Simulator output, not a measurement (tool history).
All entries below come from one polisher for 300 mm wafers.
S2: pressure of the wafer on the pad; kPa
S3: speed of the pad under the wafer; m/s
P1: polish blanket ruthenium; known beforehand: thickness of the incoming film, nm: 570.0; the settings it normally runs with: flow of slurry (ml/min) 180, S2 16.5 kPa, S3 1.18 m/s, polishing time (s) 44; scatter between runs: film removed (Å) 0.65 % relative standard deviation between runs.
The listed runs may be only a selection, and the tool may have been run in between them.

{"run": 1, "day": 0.2, "flow of slurry (ml/min)": 180, "S2": 16.5, "S3": 1.18, "polishing time (s)": 44, "film removed (Å)": 625.58}
{"run": 2, "day": 0.367, "flow of slurry (ml/min)": 180, "S2": 16.5, "S3": 1.18, "polishing time (s)": 68, "film removed (Å)": 962.04}
{"run": 3, "day": 0.579, "flow of slurry (ml/min)": 180, "S2": 7.6, "S3": 1.18, "polishing time (s)": 44, "film removed (Å)": 288.13}
{"run": 4, "day": 0.833, "flow of slurry (ml/min)": 180, "S2": 16.5, "S3": 1.18, "polishing time (s)": 24, "film removed (Å)": 339.21}
{"run": 5, "day": 1.008, "flow of slurry (ml/min)": 180, "S2": 16.5, "S3": 1.88, "polishing time (s)": 44, "film removed (Å)": 993.37}
{"run": 6, "day": 1.325, "flow of slurry (ml/min)": 180, "S2": 16.5, "S3": 1.18, "polishing time (s)": 44, "film removed (Å)": 623.45}
{"run": 7, "day": 1.658, "flow of slurry (ml/min)": 110, "S2": 16.5, "S3": 1.18, "polishing time (s)": 44, "film removed (Å)": 573.71}
{"run": 8, "day": 1.838, "flow of slurry (ml/min)": 180, "S2": 16.5, "S3": 0.76, "polishing time (s)": 44, "film removed (Å)": 405.52}
{"run": 9, "day": 2.162, "flow of slurry (ml/min)": 180, "S2": 16.5, "S3": 0.66, "polishing time (s)": 27, "film removed (Å)": 212.65}
{"run": 10, "day": 2.362, "flow of slurry (ml/min)": 180, "S2": 16.5, "S3": 1.18, "polishing time (s)": 44, "film removed (Å)": 628.15}
{"run": 11, "day": 2.529, "flow of slurry (ml/min)": 180, "S2": 16.5, "S3": 1.18, "polishing time (s)": 44, "film removed (Å)": 627.89}
{"run": 12, "day": 2.825, "flow of slurry (ml/min)": 180, "S2": 25.5, "S3": 1.18, "polishing time (s)": 44, "film removed (Å)": 964.04}
{"run": 13, "day": 3.125, "flow of slurry (ml/min)": 260, "S2": 16.5, "S3": 1.18, "polishing time (s)": 44, "film removed (Å)": 659.09}
{"run": 14, "day": 3.333, "flow of slurry (ml/min)": 115, "S2": 16.5, "S3": 1.18, "polishing time (s)": 27, "film removed (Å)": 356.97}
{"run": 15, "day": 3.496, "flow of slurry (ml/min)": 180, "S2": 16.5, "S3": 1.18, "polishing time (s)": 44, "film removed (Å)": 623.75}
{"run": 16, "day": 3.825, "flow of slurry (ml/min)": 180, "S2": 16.5, "S3": 1.18, "polishing time (s)": 44, "film removed (Å)": 621.3}
{"run": 17, "day": 3.975, "flow of slurry (ml/min)": 180, "S2": 16.5, "S3": 1.18, "polishing time (s)": 44, "film removed (Å)": 620.8}
{"run": 18, "day": 4.183, "flow of slurry (ml/min)": 180, "S2": 16.5, "S3": 1.18, "polishing time (s)": 44, "film removed (Å)": 605.46}
{"run": 19, "day": 4.417, "flow of slurry (ml/min)": 180, "S2": 16.5, "S3": 1.18, "polishing time (s)": 44, "film removed (Å)": 607.04}
{"run": 20, "day": 4.646, "flow of slurry (ml/min)": 180, "S2": 16.5, "S3": 1.18, "polishing time (s)": 44, "film removed (Å)": 602.45}
{"day": 4.658, "done": "head pressure recalibrated"}
{"run": 21, "day": 4.85, "flow of slurry (ml/min)": 180, "S2": 16.5, "S3": 1.18, "polishing time (s)": 44, "film removed (Å)": 597.43}
{"run": 22, "day": 5.054, "flow of slurry (ml/min)": 180, "S2": 16.5, "S3": 1.18, "polishing time (s)": 44, "film removed (Å)": 589.83}
{"run": 23, "day": 5.204, "flow of slurry (ml/min)": 180, "S2": 16.5, "S3": 1.18, "polishing time (s)": 44, "film removed (Å)": 593.61}
{"run": 24, "day": 5.408, "flow of slurry (ml/min)": 180, "S2": 16.5, "S3": 1.18, "polishing time (s)": 44, "film removed (Å)": 597.58}
{"run": 25, "day": 5.746, "flow of slurry (ml/min)": 180, "S2": 16.5, "S3": 1.18, "polishing time (s)": 44, "film removed (Å)": 591.27}
{"run": 26, "day": 5.908, "flow of slurry (ml/min)": 180, "S2": 16.5, "S3": 1.18, "polishing time (s)": 44, "film removed (Å)": 597.92}

What P1 gives has crept away from where it was. These 2 causes fit the log equally well, each at the size given:
A: slurry flow missing at the pad, % = 27.1
B: removal rate lost through wear of the pad, % = 5.18
At approximately day 3.975, the process output began to creep.
Every other cause this tool's parts could produce, and why it does not fit the log:
head's pressure below its setpoint, %: serviced at day 4.658, after the drift had started, without restoring the earlier output

Below are 4 check runs, each averaged over 3 wafers, with their results shown as question marks. Which of them would give clearly different results depending on which cause is behind the drift?
{"run": "check 1", "day": 6.071, "flow of slurry (ml/min)": 180, "S2": 16.5, "S3": 1.8, "polishing time (s)": 44, "film removed (Å)": "?"}
{"run": "check 2", "day": 6.071, "flow of slurry (ml/min)": 180, "S2": 9.0, "S3": 1.18, "polishing time (s)": 44, "film removed (Å)": "?"}
{"run": "check 3", "day": 6.071, "flow of slurry (ml/min)": 115, "S2": 16.5, "S3": 1.18, "polishing time (s)": 27, "film removed (Å)": "?"}
{"run": "check 4", "day": 6.071, "flow of slurry (ml/min)": 180, "S2": 16.5, "S3": 0.86, "polishing time (s)": 26, "film removed (Å)": "?"}

What every check run would give for each of its results, assuming each possible cause in turn:
check=check_1 result=film_removed_(Å) if_A=903.15 if_B=903.26
check=check_2 result=film_removed_(Å) if_A=320.70 if_B=320.74
check=check_3 result=film_removed_(Å) if_A=326.41 if_B=335.24
check=check_4 result=film_removed_(Å) if_A=254.98 if_B=255.01
Smallest distance between any two causes, each pair judged by its most separating result, in per cent: check 1 0.01 %; check 2 0.01 %; check 3 2.67 %; check 4 0.01 %
Check 3 tells the causes apart: in the others they would give nearly the same result.

Here is what check 3 returned: film removed (Å) 324.31. Which cause is it?

The cause is A: slurry flow missing at the pad, %.

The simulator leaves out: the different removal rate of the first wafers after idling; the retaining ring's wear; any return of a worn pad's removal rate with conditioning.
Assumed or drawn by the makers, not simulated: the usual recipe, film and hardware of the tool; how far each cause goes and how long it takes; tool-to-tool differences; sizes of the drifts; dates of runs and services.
